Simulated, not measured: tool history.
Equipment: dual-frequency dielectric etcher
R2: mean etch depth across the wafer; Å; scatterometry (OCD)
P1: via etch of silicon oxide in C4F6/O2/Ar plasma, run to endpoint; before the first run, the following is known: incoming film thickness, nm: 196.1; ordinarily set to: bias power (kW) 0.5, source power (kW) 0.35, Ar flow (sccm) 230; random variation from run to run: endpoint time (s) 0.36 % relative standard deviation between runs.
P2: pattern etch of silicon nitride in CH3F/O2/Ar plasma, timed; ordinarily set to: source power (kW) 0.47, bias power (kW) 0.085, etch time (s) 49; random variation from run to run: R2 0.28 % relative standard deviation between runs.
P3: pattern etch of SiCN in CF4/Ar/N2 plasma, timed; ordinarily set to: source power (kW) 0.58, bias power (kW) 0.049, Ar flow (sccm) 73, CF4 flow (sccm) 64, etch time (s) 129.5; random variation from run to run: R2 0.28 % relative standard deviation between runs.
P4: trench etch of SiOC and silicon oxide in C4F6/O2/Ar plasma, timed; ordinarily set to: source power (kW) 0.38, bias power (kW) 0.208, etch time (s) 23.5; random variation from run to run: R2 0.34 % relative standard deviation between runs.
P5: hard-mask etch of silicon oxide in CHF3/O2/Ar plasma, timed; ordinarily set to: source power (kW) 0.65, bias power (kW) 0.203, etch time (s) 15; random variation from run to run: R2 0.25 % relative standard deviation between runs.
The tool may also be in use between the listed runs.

run 1 hour=8.8 | process_that_ran=P1 bias_power_(kW)=0.5 source_power_(kW)=0.35 Ar_flow_(sccm)=230 | endpoint_time_(s)=42.821
run 2 hour=23.9 | process_that_ran=P2 bias_power_(kW)=0.052 source_power_(kW)=0.47 etch_time_(s)=49 | R2=316.61
run 3 hour=31.8 | process_that_ran=P1 bias_power_(kW)=0.595 source_power_(kW)=0.35 Ar_flow_(sccm)=230 | endpoint_time_(s)=39.974
run 4 hour=46.6 | process_that_ran=P3 bias_power_(kW)=0.066 source_power_(kW)=0.58 Ar_flow_(sccm)=73 etch_time_(s)=129.5 CF4_flow_(sccm)=64 | R2=1385.9
run 5 hour=59.4 | process_that_ran=P1 bias_power_(kW)=0.5 source_power_(kW)=0.35 Ar_flow_(sccm)=293 | endpoint_time_(s)=44.036
run 6 hour=67.2 | process_that_ran=P1 bias_power_(kW)=0.302 source_power_(kW)=0.35 Ar_flow_(sccm)=160 | endpoint_time_(s)=49.148
run 7 hour=83.9 | process_that_ran=P1 bias_power_(kW)=0.403 source_power_(kW)=0.35 Ar_flow_(sccm)=230 | endpoint_time_(s)=46.371
run 8 hour=97.9 | process_that_ran=P1 bias_power_(kW)=0.5 source_power_(kW)=0.35 Ar_flow_(sccm)=230 | endpoint_time_(s)=42.702
run 9 hour=112.2 | process_that_ran=P3 bias_power_(kW)=0.049 source_power_(kW)=0.58 Ar_flow_(sccm)=73 etch_time_(s)=129.5 CF4_flow_(sccm)=64 | R2=1264.4
-- hour=114.6 Ar flow controller replaced
run 10 hour=126.2 | process_that_ran=P3 bias_power_(kW)=0.049 source_power_(kW)=0.42 Ar_flow_(sccm)=73 etch_time_(s)=129.5 CF4_flow_(sccm)=64 | R2=949.5
run 11 hour=135.6 | process_that_ran=P4 bias_power_(kW)=0.208 source_power_(kW)=0.38 etch_time_(s)=23.5 | R2=473.97
run 12 hour=150.5 | process_that_ran=P3 bias_power_(kW)=0.049 source_power_(kW)=0.58 Ar_flow_(sccm)=73 etch_time_(s)=129.5 CF4_flow_(sccm)=83 | R2=1321.3
run 13 hour=166.6 | process_that_ran=P1 bias_power_(kW)=0.5 source_power_(kW)=0.35 Ar_flow_(sccm)=230 | endpoint_time_(s)=42.818
run 14 hour=181.8 | process_that_ran=P5 bias_power_(kW)=0.203 source_power_(kW)=0.65 etch_time_(s)=15 | R2=318.06
run 15 hour=191 | process_that_ran=P3 bias_power_(kW)=0.049 source_power_(kW)=0.58 Ar_flow_(sccm)=103 etch_time_(s)=129.5 CF4_flow_(sccm)=64 | R2=1196.8
run 16 hour=202.5 | process_that_ran=P5 bias_power_(kW)=0.264 source_power_(kW)=0.65 etch_time_(s)=15 | R2=349.59
run 17 hour=210.2 | process_that_ran=P2 bias_power_(kW)=0.085 source_power_(kW)=0.47 etch_time_(s)=49 | R2=370.57
run 18 hour=226.6 | process_that_ran=P4 bias_power_(kW)=0.208 source_power_(kW)=0.38 etch_time_(s)=17 | R2=341.35
run 19 hour=240.9 | process_that_ran=P3 bias_power_(kW)=0.049 source_power_(kW)=0.58 Ar_flow_(sccm)=73 etch_time_(s)=129.5 CF4_flow_(sccm)=64 | R2=1262.4
run 20 hour=257.8 | process_that_ran=P4 bias_power_(kW)=0.208 source_power_(kW)=0.48 etch_time_(s)=23.5 | R2=519.09
run 21 hour=270.7 | process_that_ran=P1 bias_power_(kW)=0.368 source_power_(kW)=0.35 Ar_flow_(sccm)=188 | endpoint_time_(s)=46.625

For run 22, what comes out?
run 22 hour=281.4 | process_that_ran=P1 bias_power_(kW)=0.5 source_power_(kW)=0.35 Ar_flow_(sccm)=140 | endpoint_time_(s)=?

endpoint time (s): 40.232
